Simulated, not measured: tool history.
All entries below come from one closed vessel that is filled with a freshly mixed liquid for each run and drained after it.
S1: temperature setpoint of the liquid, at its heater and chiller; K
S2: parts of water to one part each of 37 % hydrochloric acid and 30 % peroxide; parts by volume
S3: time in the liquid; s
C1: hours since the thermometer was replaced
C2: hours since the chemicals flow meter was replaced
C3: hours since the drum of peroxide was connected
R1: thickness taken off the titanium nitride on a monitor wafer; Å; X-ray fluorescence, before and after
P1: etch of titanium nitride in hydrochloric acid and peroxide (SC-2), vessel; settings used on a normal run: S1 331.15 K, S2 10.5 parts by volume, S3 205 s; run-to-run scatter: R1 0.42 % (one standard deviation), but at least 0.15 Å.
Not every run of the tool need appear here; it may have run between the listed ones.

run   hour      S1    S2   S3     C1     C2     C3      R1
  1    5.5  331.15  10.5  205  322.6  181.7  208.9  152.41
  2   10.8  331.15  18.5  205  327.9    187  214.2  92.513
  3   16.3  320.15  10.5  205  333.4  192.5  219.7  72.891
  4     22  331.15     4  205  339.1  198.2  225.4  315.97
  5   24.9  331.15  10.5  205    342  201.1  228.3  151.07
  6   29.3  331.15  10.5  205  346.4  205.5  232.7  152.24
  7     35  331.15  10.5  205  352.1  211.2  238.4  151.08
  8   38.4  345.15  10.5  205  355.5  214.6  241.8  355.61
  9   42.3  331.15  10.5   30  359.4  218.5  245.7   22.16
 10   47.7  319.15     4  205  364.8  223.9  251.1  143.27
 11   51.9  331.15  10.5  205    369  228.1  255.3  151.74
 12   55.6  316.65    16  205  372.7  231.8    259   40.55
 13   59.6  331.15  10.5  365  376.7  235.8    263  271.24
 14     64  331.15  10.5  205  381.1  240.2  267.4  151.11
 15   69.1  324.65  10.5   30  386.2  245.3  272.5  14.428
 16   74.4  331.15  10.5  205  391.5  250.6  277.8  152.05
 17   77.4  331.15  10.5  205  394.5  253.6  280.8  155.32
 18   82.7  331.15  10.5  205  399.8  258.9  286.1  160.31
 19   88.1  331.15  10.5  205  405.2  264.3  291.5  162.07
 20   91.2  331.15  10.5  205  408.3  267.4  294.6  162.67
 21   95.7  331.15  10.5  205  412.8  271.9  299.1  162.11
 22   99.7  331.15  10.5  205  416.8  275.9  303.1  164.15
 23  104.6  331.15  10.5  205  421.7  280.8    308  163.18
 24  108.6  331.15  10.5  205  425.7  284.8    312  163.73

What P1 gives has crept off from where it sat before. The 2 causes that follow fit the log equally well, each at the size noted:
A: liquid hotter than its thermometer reads (K) = 1.25
B: chemicals flow above the setpoint (%) = 9.88
The process output started creeping at around hour 74.4.
The rest of the possible causes, and what rules out each one:
peroxide weaker than its label (%): at most 8, which would move R1 by -7.4 %: too little, or the wrong way

Of the 4 check runs below, each run on 2 wafers with the results averaged and each result still a question mark, which one would tell the listed causes apart?
check 1  112.6  320.65     4  205               ?
check 2  112.6  331.15   7.5   75               ?
check 3  112.6  345.15  10.5   50               ?
check 4  112.6  321.15    18  205               ?

Expected result of each check under each candidate cause:
  check  result    if A    if B
check 1      R1  172.77  168.93
check 2      R1  79.055  78.623
check 3      R1  93.394   93.93
check 4      R1  53.598  53.614
Smallest distance between any two causes, each pair judged by its most separating result, in per cent: check 1 2.24 %; check 2 0.55 %; check 3 0.57 %; check 4 0.03 %
Check 1 is the one run that separates the causes; every other check would come out nearly the same whichever cause is at work.

After running check 1, the following was obtained: R1 167.71 Å. Which cause does this point to?

It was cause B: chemicals flow above the setpoint (%).
